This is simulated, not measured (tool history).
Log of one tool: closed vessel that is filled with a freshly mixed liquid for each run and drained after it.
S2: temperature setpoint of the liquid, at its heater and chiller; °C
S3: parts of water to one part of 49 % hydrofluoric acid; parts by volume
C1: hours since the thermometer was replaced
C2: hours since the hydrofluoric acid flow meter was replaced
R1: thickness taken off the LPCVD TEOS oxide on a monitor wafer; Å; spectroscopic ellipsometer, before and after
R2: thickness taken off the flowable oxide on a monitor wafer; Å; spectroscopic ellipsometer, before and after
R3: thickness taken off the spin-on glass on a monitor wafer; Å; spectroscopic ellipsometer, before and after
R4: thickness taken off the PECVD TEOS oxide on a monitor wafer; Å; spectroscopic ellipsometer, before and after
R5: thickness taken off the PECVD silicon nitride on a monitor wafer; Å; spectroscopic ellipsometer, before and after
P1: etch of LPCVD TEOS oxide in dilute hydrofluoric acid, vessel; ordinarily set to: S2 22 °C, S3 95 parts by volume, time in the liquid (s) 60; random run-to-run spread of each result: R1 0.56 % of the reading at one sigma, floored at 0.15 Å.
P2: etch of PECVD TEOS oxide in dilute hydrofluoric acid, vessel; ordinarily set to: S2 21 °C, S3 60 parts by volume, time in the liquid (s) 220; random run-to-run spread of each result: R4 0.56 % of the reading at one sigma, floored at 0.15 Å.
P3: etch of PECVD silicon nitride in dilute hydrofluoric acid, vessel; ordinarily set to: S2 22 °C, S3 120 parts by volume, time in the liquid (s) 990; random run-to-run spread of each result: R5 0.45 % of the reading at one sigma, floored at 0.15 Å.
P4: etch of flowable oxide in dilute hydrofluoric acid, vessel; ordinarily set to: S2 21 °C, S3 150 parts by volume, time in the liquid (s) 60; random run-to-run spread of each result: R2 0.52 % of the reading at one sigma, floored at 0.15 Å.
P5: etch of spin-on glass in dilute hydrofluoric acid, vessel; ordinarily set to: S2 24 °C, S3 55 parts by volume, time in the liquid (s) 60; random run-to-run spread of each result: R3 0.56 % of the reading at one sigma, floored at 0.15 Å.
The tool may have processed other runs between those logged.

run 1 hour=13.2 | process_that_ran=P1 S2=22 S3=95 time_in_the_liquid_(s)=60 | C1=2207.2 C2=689.5 | R1=143.13
run 2 hour=21.9 | process_that_ran=P4 S2=21 S3=150 time_in_the_liquid_(s)=60 | C1=2215.9 C2=698.2 | R2=96.671
run 3 hour=34 | process_that_ran=P1 S2=22 S3=95 time_in_the_liquid_(s)=95 | C1=2228 C2=710.3 | R1=226.89
run 4 hour=42.2 | process_that_ran=P5 S2=20 S3=55 time_in_the_liquid_(s)=60 | C1=2236.2 C2=718.5 | R3=492.2
-- hour=54.9 thermometer replaced
run 5 hour=56.5 | process_that_ran=P4 S2=21 S3=150 time_in_the_liquid_(s)=35 | C1=1.7 C2=732.8 | R2=56.765
run 6 hour=67.9 | process_that_ran=P2 S2=21 S3=60 time_in_the_liquid_(s)=360 | C1=13.1 C2=744.2 | R4=965.61
run 7 hour=84.4 | process_that_ran=P3 S2=22 S3=120 time_in_the_liquid_(s)=990 | C1=29.6 C2=760.7 | R5=188.24
run 8 hour=95.8 | process_that_ran=P1 S2=17 S3=95 time_in_the_liquid_(s)=60 | C1=41 C2=772.1 | R1=116.84
run 9 hour=106.7 | process_that_ran=P3 S2=22 S3=200 time_in_the_liquid_(s)=990 | C1=51.9 C2=783 | R5=114
run 10 hour=119.7 | process_that_ran=P5 S2=24 S3=25 time_in_the_liquid_(s)=60 | C1=64.9 C2=796 | R3=1337.6
run 11 hour=135.8 | process_that_ran=P2 S2=21 S3=60 time_in_the_liquid_(s)=220 | C1=81 C2=812.1 | R4=585.14
run 12 hour=147.1 | process_that_ran=P1 S2=22 S3=95 time_in_the_liquid_(s)=60 | C1=92.3 C2=823.4 | R1=144.1
run 13 hour=162.8 | process_that_ran=P1 S2=17 S3=95 time_in_the_liquid_(s)=90 | C1=108 C2=839.1 | R1=175.53
run 14 hour=176.5 | process_that_ran=P1 S2=22 S3=95 time_in_the_liquid_(s)=60 | C1=121.7 C2=852.8 | R1=142.13
run 15 hour=189.6 | process_that_ran=P4 S2=21 S3=235 time_in_the_liquid_(s)=60 | C1=134.8 C2=865.9 | R2=56.437
run 16 hour=200 | process_that_ran=P2 S2=17 S3=60 time_in_the_liquid_(s)=220 | C1=145.2 C2=876.3 | R4=497.16
run 17 hour=214.1 | process_that_ran=P2 S2=21 S3=60 time_in_the_liquid_(s)=220 | C1=159.3 C2=890.4 | R4=591.32
run 18 hour=226.4 | process_that_ran=P5 S2=24 S3=55 time_in_the_liquid_(s)=90 | C1=171.6 C2=902.7 | R3=871.11
run 19 hour=239.3 | process_that_ran=P3 S2=22 S3=120 time_in_the_liquid_(s)=1970 | C1=184.5 C2=915.6 | R5=376.94
run 20 hour=248.3 | process_that_ran=P2 S2=21 S3=90 time_in_the_liquid_(s)=220 | C1=193.5 C2=924.6 | R4=382.1
run 21 hour=262.2 | process_that_ran=P1 S2=22 S3=40 time_in_the_liquid_(s)=60 | C1=207.4 C2=938.5 | R1=369.31
run 22 hour=273.6 | process_that_ran=P4 S2=28.5 S3=150 time_in_the_liquid_(s)=60 | C1=218.8 C2=949.9 | R2=128.07
run 23 hour=288.5 | process_that_ran=P1 S2=22 S3=140 time_in_the_liquid_(s)=60 | C1=233.7 C2=964.8 | R1=92.364
run 24 hour=300 | process_that_ran=P5 S2=24 S3=55 time_in_the_liquid_(s)=60 | C1=245.2 C2=976.3 | R3=584.2
run 25 hour=310.5 | process_that_ran=P1 S2=22 S3=95 time_in_the_liquid_(s)=60 | C1=255.7 C2=986.8 | R1=144.74
run 26 hour=322.2 | process_that_ran=P1 S2=22 S3=95 time_in_the_liquid_(s)=60 | C1=267.4 C2=998.5 | R1=143.92
run 27 hour=335.4 | process_that_ran=P3 S2=22 S3=120 time_in_the_liquid_(s)=990 | C1=280.6 C2=1011.7 | R5=188.44
run 28 hour=345.3 | process_that_ran=P1 S2=22 S3=95 time_in_the_liquid_(s)=60 | C1=290.5 C2=1021.6 | R1=143.41
-- hour=354 hydrofluoric acid flow meter replaced
run 29 hour=362.4 | process_that_ran=P1 S2=26.5 S3=95 time_in_the_liquid_(s)=60 | C1=307.6 C2=8.5 | R1=172.26
run 30 hour=371.8 | process_that_ran=P3 S2=29 S3=120 time_in_the_liquid_(s)=990 | C1=317 C2=17.9 | R5=294.77
run 31 hour=388 | process_that_ran=P1 S2=22 S3=95 time_in_the_liquid_(s)=30 | C1=333.2 C2=34.1 | R1=71.242
run 32 hour=397.2 | process_that_ran=P1 S2=22 S3=95 time_in_the_liquid_(s)=60 | C1=342.4 C2=43.3 | R1=143.21
run 33 hour=407.6 | process_that_ran=P1 S2=22 S3=95 time_in_the_liquid_(s)=60 | C1=352.8 C2=53.7 | R1=146.03
run 34 hour=420.9 | process_that_ran=P1 S2=22 S3=95 time_in_the_liquid_(s)=60 | C1=366.1 C2=67 | R1=149.92
run 35 hour=435 | process_that_ran=P1 S2=22 S3=95 time_in_the_liquid_(s)=60 | C1=380.2 C2=81.1 | R1=150.94
run 36 hour=450 | process_that_ran=P1 S2=22 S3=95 time_in_the_liquid_(s)=60 | C1=395.2 C2=96.1 | R1=154.4
run 37 hour=461.9 | process_that_ran=P1 S2=22 S3=95 time_in_the_liquid_(s)=60 | C1=407.1 C2=108 | R1=154.19
run 38 hour=472.5 | process_that_ran=P1 S2=22 S3=95 time_in_the_liquid_(s)=60 | C1=417.7 C2=118.6 | R1=153.92
run 39 hour=483.5 | process_that_ran=P1 S2=22 S3=95 time_in_the_liquid_(s)=60 | C1=428.7 C2=129.6 | R1=153.65

Something has made what P1 gives creep away from where it was; the 2 causes below, each at its own stated size, fit the log equally well:
A: hydrofluoric acid flow above the setpoint (%) = 6.08
B: liquid hotter than its thermometer reads (K) = 1.64
The process output started creeping at around hour 397.2.

4 check runs are offered, one wafer each, their results left as question marks. Which one tells the causes apart?
run check 1 hour=494.5 | process_that_ran=P3 S2=29 S3=120 time_in_the_liquid_(s)=1905 | R5=?
run check 2 hour=494.5 | process_that_ran=P2 S2=17.5 S3=60 time_in_the_liquid_(s)=350 | R4=?
run check 3 hour=494.5 | process_that_ran=P5 S2=21 S3=55 time_in_the_liquid_(s)=60 | R3=?
run check 4 hour=494.5 | process_that_ran=P4 S2=25 S3=195 time_in_the_liquid_(s)=60 | R2=?

If the cause were each of the candidates in turn, the checks would give the following:
check=check_1 result=R5 if_A=604.64 if_B=630.99
check=check_2 result=R4 if_A=865.03 if_B=871.31
check=check_3 result=R3 if_A=548.88 if_B=551.95
check=check_4 result=R2 if_A=88.676 if_B=87.628
Distance between the nearest two causes, measured in the result of the check that separates them most: check 1 4.27 %; check 2 0.72 %; check 3 0.56 %; check 4 1.19 %
Only in check 1 would the causes give clearly different results; in the remaining checks their results would be nearly the same.

Check 1 was then run and gave: R5 631.44 Å. Which cause is it?

B is the cause: liquid hotter than its thermometer reads (K).
